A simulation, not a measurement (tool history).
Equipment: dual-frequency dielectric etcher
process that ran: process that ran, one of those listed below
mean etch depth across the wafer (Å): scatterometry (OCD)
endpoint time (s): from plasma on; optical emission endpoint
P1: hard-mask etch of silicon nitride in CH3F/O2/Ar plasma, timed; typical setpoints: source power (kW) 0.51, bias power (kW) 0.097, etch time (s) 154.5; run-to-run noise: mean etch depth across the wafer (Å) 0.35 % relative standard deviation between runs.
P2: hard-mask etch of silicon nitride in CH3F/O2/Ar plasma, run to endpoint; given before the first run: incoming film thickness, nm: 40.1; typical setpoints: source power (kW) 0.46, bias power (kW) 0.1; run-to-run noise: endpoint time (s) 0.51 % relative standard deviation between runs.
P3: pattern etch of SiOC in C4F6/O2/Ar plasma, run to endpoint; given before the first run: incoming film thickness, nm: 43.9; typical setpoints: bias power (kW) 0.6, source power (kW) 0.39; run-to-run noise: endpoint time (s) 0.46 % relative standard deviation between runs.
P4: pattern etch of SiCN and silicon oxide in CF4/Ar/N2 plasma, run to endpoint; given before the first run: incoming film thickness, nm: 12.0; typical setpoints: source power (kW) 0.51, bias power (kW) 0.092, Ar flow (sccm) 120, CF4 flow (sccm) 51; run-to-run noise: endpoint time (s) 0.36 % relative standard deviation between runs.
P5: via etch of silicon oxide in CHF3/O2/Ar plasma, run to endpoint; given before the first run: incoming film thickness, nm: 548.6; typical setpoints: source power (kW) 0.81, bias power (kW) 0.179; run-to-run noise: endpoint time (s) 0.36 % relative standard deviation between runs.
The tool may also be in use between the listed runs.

run,hour,process that ran,source power (kW),bias power (kW),etch time (s),Ar flow (sccm),CF4 flow (sccm),hours since the last wet clean,hours since the last source power generator calibration,hours since the last bias power generator calibration,mean etch depth across the wafer (Å),endpoint time (s)
1,5.6,P1,0.51,0.097,154.5,,,296.6,1755.5,2507.4,1318,
2,17,P4,0.51,0.092,,120,51,308,1766.9,2518.8,,12.343
3,22.8,P4,0.51,0.092,,120,51,313.8,1772.7,2524.6,,12.37
4,31.4,P2,0.46,0.1,,,,322.4,1781.3,2533.2,,47.757
5,42.5,P1,0.51,0.097,102,,,333.5,1792.4,2544.3,865.01,
6,50.3,P2,0.46,0.059,,,,341.3,1800.2,2552.1,,57.232
7,61.2,P4,0.51,0.092,,95,51,352.2,1811.1,2563,,11.869
8,71.7,P1,0.51,0.097,154.5,,,362.7,1821.6,2573.5,1316.7,
9,80,P5,0.81,0.179,,,,371,1829.9,2581.8,,248.65
10,92.3,P1,0.51,0.097,154.5,,,383.3,1842.2,2594.1,1311.4,
11,103.8,P3,0.39,0.6,,,,394.8,1853.7,2605.6,,13.626
12,110.3,P1,0.51,0.129,154.5,,,401.3,1860.2,2612.1,1460.9,
13,120.4,P1,0.51,0.097,154.5,,,411.4,1870.3,2622.2,1308.5,
14,127.9,P1,0.61,0.097,154.5,,,418.9,1877.8,2629.7,1402,
15,137,P1,0.51,0.097,154.5,,,428,1886.9,2638.8,1321.5,
16,149.6,P1,0.51,0.097,205.5,,,440.6,1899.5,2651.4,1749.3,
17,156.3,P5,1.14,0.179,,,,447.3,1906.2,2658.1,,218.64
18,168.9,P5,0.81,0.228,,,,459.9,1918.8,2670.7,,228.72
19,179.5,P1,0.51,0.075,154.5,,,470.5,1929.4,2681.3,1203.2,
20,189.8,P4,0.35,0.092,,120,51,480.8,1939.7,2691.6,,17.157
21,196,P3,0.39,0.767,,,,487,1945.9,2697.8,,12.386
22,203.1,P1,0.51,0.07,92,,,494.1,1953,2704.9,701.66,
23,209,P3,0.52,0.6,,,,500,1958.9,2710.8,,12.336
24,220,P1,0.64,0.079,154.5,,,511,1969.9,2721.8,1329.3,
# hour 230.6: bias power generator calibrated
25,231.2,P1,0.39,0.097,154.5,,,522.2,1981.1,0.7,1183.8,
26,243.9,P5,0.81,0.179,,,,534.9,1993.8,13.4,,248.33
27,250.8,P4,0.51,0.115,,120,51,541.8,2000.7,20.3,,11.362
28,256.9,P4,0.51,0.092,,120,65,547.9,2006.8,26.4,,11.912
29,267.4,P2,0.57,0.1,,,,558.4,2017.3,36.9,,44.351
30,276,P1,0.51,0.097,154.5,,,567,2025.9,45.5,1314.6,
31,284.6,P1,0.51,0.097,154.5,,,575.6,2034.5,54.1,1300.8,

Forecast run 32:
32,295,P1,0.51,0.097,154.5,,,586,2044.9,64.5,?,

mean etch depth across the wafer (Å): 1292.9
